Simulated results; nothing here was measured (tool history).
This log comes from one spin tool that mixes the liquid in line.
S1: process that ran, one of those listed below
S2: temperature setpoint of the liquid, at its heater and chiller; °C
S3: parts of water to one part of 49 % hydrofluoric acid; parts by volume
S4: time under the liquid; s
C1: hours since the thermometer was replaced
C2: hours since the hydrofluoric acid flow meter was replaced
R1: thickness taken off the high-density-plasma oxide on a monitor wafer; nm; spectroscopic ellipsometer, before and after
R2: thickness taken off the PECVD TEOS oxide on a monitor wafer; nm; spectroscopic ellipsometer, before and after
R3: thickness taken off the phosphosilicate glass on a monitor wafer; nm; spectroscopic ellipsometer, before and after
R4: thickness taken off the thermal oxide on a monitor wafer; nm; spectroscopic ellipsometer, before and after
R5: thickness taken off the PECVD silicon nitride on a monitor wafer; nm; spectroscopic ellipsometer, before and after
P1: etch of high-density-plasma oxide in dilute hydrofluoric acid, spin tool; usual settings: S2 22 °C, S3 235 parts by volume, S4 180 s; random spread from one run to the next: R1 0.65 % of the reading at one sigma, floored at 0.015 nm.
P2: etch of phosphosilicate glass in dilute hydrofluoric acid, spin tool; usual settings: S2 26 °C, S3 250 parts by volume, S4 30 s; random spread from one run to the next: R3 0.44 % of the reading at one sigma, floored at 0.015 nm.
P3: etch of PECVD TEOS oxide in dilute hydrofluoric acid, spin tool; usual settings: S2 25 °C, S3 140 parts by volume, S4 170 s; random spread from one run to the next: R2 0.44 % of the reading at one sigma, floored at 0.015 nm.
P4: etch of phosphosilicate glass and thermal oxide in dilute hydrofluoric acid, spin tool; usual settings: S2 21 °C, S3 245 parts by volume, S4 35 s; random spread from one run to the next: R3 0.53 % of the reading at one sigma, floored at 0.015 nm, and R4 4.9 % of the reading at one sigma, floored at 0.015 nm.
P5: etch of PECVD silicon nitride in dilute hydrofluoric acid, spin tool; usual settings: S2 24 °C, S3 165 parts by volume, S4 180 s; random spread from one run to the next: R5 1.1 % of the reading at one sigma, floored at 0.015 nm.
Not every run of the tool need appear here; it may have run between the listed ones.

run	day	S1	S2	S3	S4	C1	C2	R1	R2	R3	R4	R5
1	0.442	P1	22	235	180	791.7	407.2	3.1728				
2	0.9	P1	27.5	235	180	802.7	418.2	3.8801				
3	1.325	P3	25	45	170	812.9	428.4		118.15			
4	1.75	P1	22	115	85	823.1	438.6	3.5318				
5	2.083	P3	17	140	170	831.1	446.6		24.379			
6	2.362	P1	22	235	180	837.8	453.3	3.2233				
7	2.733	P4	21	80	35	846.7	462.2			71.385	1.8509	
8	3.062	P3	25	140	40	854.6	470.1		7.8207			
9	3.475	P4	21	245	35	864.5	480			19.661	0.49069	
10	3.854	P5	24	165	180	873.6	489.1					2.0482
11	4.308	P2	31	250	30	884.5	500			18.237		
12	4.762	P1	17	235	180	895.4	510.9	2.6345				
13	4.979	P1	22	365	180	900.6	516.1	1.852				
14	5.304	P3	25	140	170	908.4	523.9		33.784			
15	5.667	P4	21	245	55	917.1	532.6			30.744	0.81879	
16	6.017	P1	22	235	180	925.5	541	3.1936				
17	6.404	P4	17	245	35	934.8	550.3			16.837	0.44373	
18	6.671	P1	17	335	180	941.2	556.7	1.7333				
19	6.996	P5	27.5	165	180	949	564.5					2.523
20	7.333	P1	22	235	180	957.1	572.6	3.1891				
21	7.592	P5	24	165	80	963.3	578.8					0.89761
22	7.808	P1	22	235	180	968.5	584	3.1571				
23	8.092	P2	26	250	15	975.3	590.8			7.5715		
24	8.421	P5	24	225	180	983.2	598.7					1.4795
25	8.825	P1	22	235	180	992.9	608.4	3.1467				
26	9.138	P2	26	70	30	1000.4	615.9			67.032		
27	9.575	P2	26	250	30	1010.9	626.4			15.156		
28	9.888	P1	22	235	15	1018.4	633.9	0.24404				
29	10.192	P1	22	235	275	1025.7	641.2	4.8718				
30	10.433	P1	22	115	180	1031.5	647	7.3995				
31	10.892	P1	22	235	180	1042.5	658	3.204				
32	11.296	P1	22	235	180	1052.2	667.7	3.2833				
33	11.688	P1	22	235	180	1061.6	677.1	3.2985				
34	12.004	P1	22	235	180	1069.2	684.7	3.3648				
35	12.262	P1	22	235	180	1075.4	690.9	3.3637				
36	12.575	P1	22	235	180	1082.9	698.4	3.3644				
37	12.912	P1	22	235	180	1091	706.5	3.3796				
38	13.262	P1	22	235	180	1099.4	714.9	3.3736				

The output of P1 has drifted from where it used to be. Each of the 2 causes below, taken at the size shown beside it, accounts for the log equally well:
A: liquid hotter than its thermometer reads (K) = 1.64
B: hydrofluoric acid flow above the setpoint (%) = 5.01
Creep in the process output first set in at about day 10.892.

The 4 check runs listed below each average the results of 3 wafers, and their outcomes are marked with question marks. Under which run would the listed causes produce clearly different results?
check 1	13.612	P2	26	250	30					?		
check 2	13.612	P5	24	165	180							?
check 3	13.612	P4	21	245	35					?	?	
check 4	13.612	P3	25	140	170				?			

Check results expected under each cause:
check	result	if A	if B
check 1	R3	16.106	16.185
check 2	R5	2.2653	2.1419
check 3	R3	20.854	20.849
check 3	R4	0.54843	0.54829
check 4	R2	35.661	35.477
Per-check spread between the two closest causes, in the result where they differ most: check 1 0.49 %; check 2 5.6 %; check 3 0.03 %; check 4 0.52 %
Only check 2 tells the causes apart: in the others they would give nearly the same result.

Then check 2 was run and gave: R5 2.2444 nm. Which cause is it?

It was cause A: liquid hotter than its thermometer reads (K).
